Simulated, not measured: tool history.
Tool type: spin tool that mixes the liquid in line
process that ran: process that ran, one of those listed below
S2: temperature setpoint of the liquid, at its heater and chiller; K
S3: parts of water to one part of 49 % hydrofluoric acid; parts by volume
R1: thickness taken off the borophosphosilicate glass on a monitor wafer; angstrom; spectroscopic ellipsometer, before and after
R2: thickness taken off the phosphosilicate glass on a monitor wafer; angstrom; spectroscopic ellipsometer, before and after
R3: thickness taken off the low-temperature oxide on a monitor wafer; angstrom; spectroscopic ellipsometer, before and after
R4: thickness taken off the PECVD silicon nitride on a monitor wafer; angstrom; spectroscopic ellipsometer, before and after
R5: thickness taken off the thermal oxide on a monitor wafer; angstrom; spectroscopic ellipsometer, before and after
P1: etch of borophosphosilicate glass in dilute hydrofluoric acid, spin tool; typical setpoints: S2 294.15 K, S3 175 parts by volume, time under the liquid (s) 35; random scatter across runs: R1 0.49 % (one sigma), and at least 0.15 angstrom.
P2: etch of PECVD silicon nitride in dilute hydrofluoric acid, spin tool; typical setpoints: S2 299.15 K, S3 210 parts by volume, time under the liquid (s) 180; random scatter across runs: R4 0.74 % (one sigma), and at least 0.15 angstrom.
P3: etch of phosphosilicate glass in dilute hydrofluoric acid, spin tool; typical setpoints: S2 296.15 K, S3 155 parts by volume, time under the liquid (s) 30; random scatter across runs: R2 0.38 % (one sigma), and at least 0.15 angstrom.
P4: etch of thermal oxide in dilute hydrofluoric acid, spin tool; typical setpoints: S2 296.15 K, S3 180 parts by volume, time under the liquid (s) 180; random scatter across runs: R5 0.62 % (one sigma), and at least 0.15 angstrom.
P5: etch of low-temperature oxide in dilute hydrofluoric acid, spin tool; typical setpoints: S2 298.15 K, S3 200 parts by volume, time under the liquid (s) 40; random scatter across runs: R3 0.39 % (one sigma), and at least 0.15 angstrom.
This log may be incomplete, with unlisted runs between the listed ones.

{"run": 1, "hour": 9.5, "process that ran": "P1", "S2": 294.15, "S3": 175, "time under the liquid (s)": 35, "R1": 60.269}
{"run": 2, "hour": 14.1, "process that ran": "P3", "S2": 303.65, "S3": 155, "time under the liquid (s)": 30, "R2": 458.07}
{"run": 3, "hour": 23.0, "process that ran": "P5", "S2": 290.15, "S3": 200, "time under the liquid (s)": 40, "R3": 47.701}
{"run": 4, "hour": 31.0, "process that ran": "P2", "S2": 299.15, "S3": 110, "time under the liquid (s)": 180, "R4": 62.489}
{"run": 5, "hour": 39.6, "process that ran": "P3", "S2": 296.15, "S3": 155, "time under the liquid (s)": 30, "R2": 348.53}
{"run": 6, "hour": 49.6, "process that ran": "P3", "S2": 296.15, "S3": 155, "time under the liquid (s)": 30, "R2": 346.62}
{"run": 7, "hour": 60.0, "process that ran": "P4", "S2": 304.15, "S3": 180, "time under the liquid (s)": 180, "R5": 55.051}
{"run": 8, "hour": 65.1, "process that ran": "P2", "S2": 291.15, "S3": 210, "time under the liquid (s)": 180, "R4": 19.885}
{"run": 9, "hour": 75.5, "process that ran": "P1", "S2": 301.65, "S3": 310, "time under the liquid (s)": 35, "R1": 38.412}
{"run": 10, "hour": 82.4, "process that ran": "P4", "S2": 296.15, "S3": 180, "time under the liquid (s)": 20, "R5": 4.5387}
{"run": 11, "hour": 90.6, "process that ran": "P4", "S2": 296.15, "S3": 30, "time under the liquid (s)": 180, "R5": 301.35}
{"run": 12, "hour": 95.2, "process that ran": "P5", "S2": 298.15, "S3": 200, "time under the liquid (s)": 40, "R3": 64.331}
{"run": 13, "hour": 104.1, "process that ran": "P5", "S2": 298.15, "S3": 200, "time under the liquid (s)": 15, "R3": 24.515}
{"run": 14, "hour": 114.6, "process that ran": "P1", "S2": 294.15, "S3": 175, "time under the liquid (s)": 35, "R1": 60.662}
{"run": 15, "hour": 121.7, "process that ran": "P3", "S2": 296.15, "S3": 155, "time under the liquid (s)": 50, "R2": 577.97}
{"run": 16, "hour": 126.8, "process that ran": "P1", "S2": 294.15, "S3": 315, "time under the liquid (s)": 15, "R1": 12.586}
{"run": 17, "hour": 135.1, "process that ran": "P1", "S2": 294.15, "S3": 175, "time under the liquid (s)": 35, "R1": 60.43}
{"run": 18, "hour": 139.9, "process that ran": "P1", "S2": 294.15, "S3": 310, "time under the liquid (s)": 35, "R1": 29.815}
{"run": 19, "hour": 149.2, "process that ran": "P5", "S2": 298.15, "S3": 200, "time under the liquid (s)": 40, "R3": 64.174}
{"run": 20, "hour": 155.8, "process that ran": "P3", "S2": 296.15, "S3": 235, "time under the liquid (s)": 30, "R2": 210.6}
{"run": 21, "hour": 162.5, "process that ran": "P1", "S2": 299.65, "S3": 175, "time under the liquid (s)": 35, "R1": 74.515}
{"run": 22, "hour": 167.6, "process that ran": "P1", "S2": 294.15, "S3": 175, "time under the liquid (s)": 35, "R1": 59.957}
{"run": 23, "hour": 173.6, "process that ran": "P1", "S2": 294.15, "S3": 175, "time under the liquid (s)": 20, "R1": 34.244}
{"run": 24, "hour": 180.4, "process that ran": "P2", "S2": 299.15, "S3": 210, "time under the liquid (s)": 180, "R4": 33.204}
{"run": 25, "hour": 189.7, "process that ran": "P2", "S2": 299.15, "S3": 210, "time under the liquid (s)": 15, "R4": 2.904}
{"run": 26, "hour": 195.6, "process that ran": "P1", "S2": 294.15, "S3": 30, "time under the liquid (s)": 35, "R1": 418.53}
{"run": 27, "hour": 205.1, "process that ran": "P4", "S2": 296.15, "S3": 180, "time under the liquid (s)": 180, "R5": 41.662}
{"run": 28, "hour": 214.0, "process that ran": "P1", "S2": 294.15, "S3": 175, "time under the liquid (s)": 50, "R1": 85.368}
{"run": 29, "hour": 220.0, "process that ran": "P5", "S2": 298.15, "S3": 305, "time under the liquid (s)": 40, "R3": 38.001}
{"run": 30, "hour": 226.6, "process that ran": "P1", "S2": 290.15, "S3": 175, "time under the liquid (s)": 35, "R1": 50.699}
{"run": 31, "hour": 233.7, "process that ran": "P1", "S2": 294.15, "S3": 175, "time under the liquid (s)": 35, "R1": 60.114}
{"run": 32, "hour": 240.7, "process that ran": "P1", "S2": 294.15, "S3": 175, "time under the liquid (s)": 35, "R1": 57.988}
{"run": 33, "hour": 247.4, "process that ran": "P1", "S2": 294.15, "S3": 175, "time under the liquid (s)": 35, "R1": 56.115}
{"run": 34, "hour": 257.4, "process that ran": "P1", "S2": 294.15, "S3": 175, "time under the liquid (s)": 35, "R1": 55.386}
{"run": 35, "hour": 267.1, "process that ran": "P1", "S2": 294.15, "S3": 175, "time under the liquid (s)": 35, "R1": 55.082}
{"run": 36, "hour": 273.3, "process that ran": "P1", "S2": 294.15, "S3": 175, "time under the liquid (s)": 35, "R1": 54.556}

What does the tool deliver on the next run?
{"run": 37, "hour": 277.9, "process that ran": "P1", "S2": 294.15, "S3": 175, "time under the liquid (s)": 35, "R1": "?"}

{"run 37": {"R1": 54.362}}

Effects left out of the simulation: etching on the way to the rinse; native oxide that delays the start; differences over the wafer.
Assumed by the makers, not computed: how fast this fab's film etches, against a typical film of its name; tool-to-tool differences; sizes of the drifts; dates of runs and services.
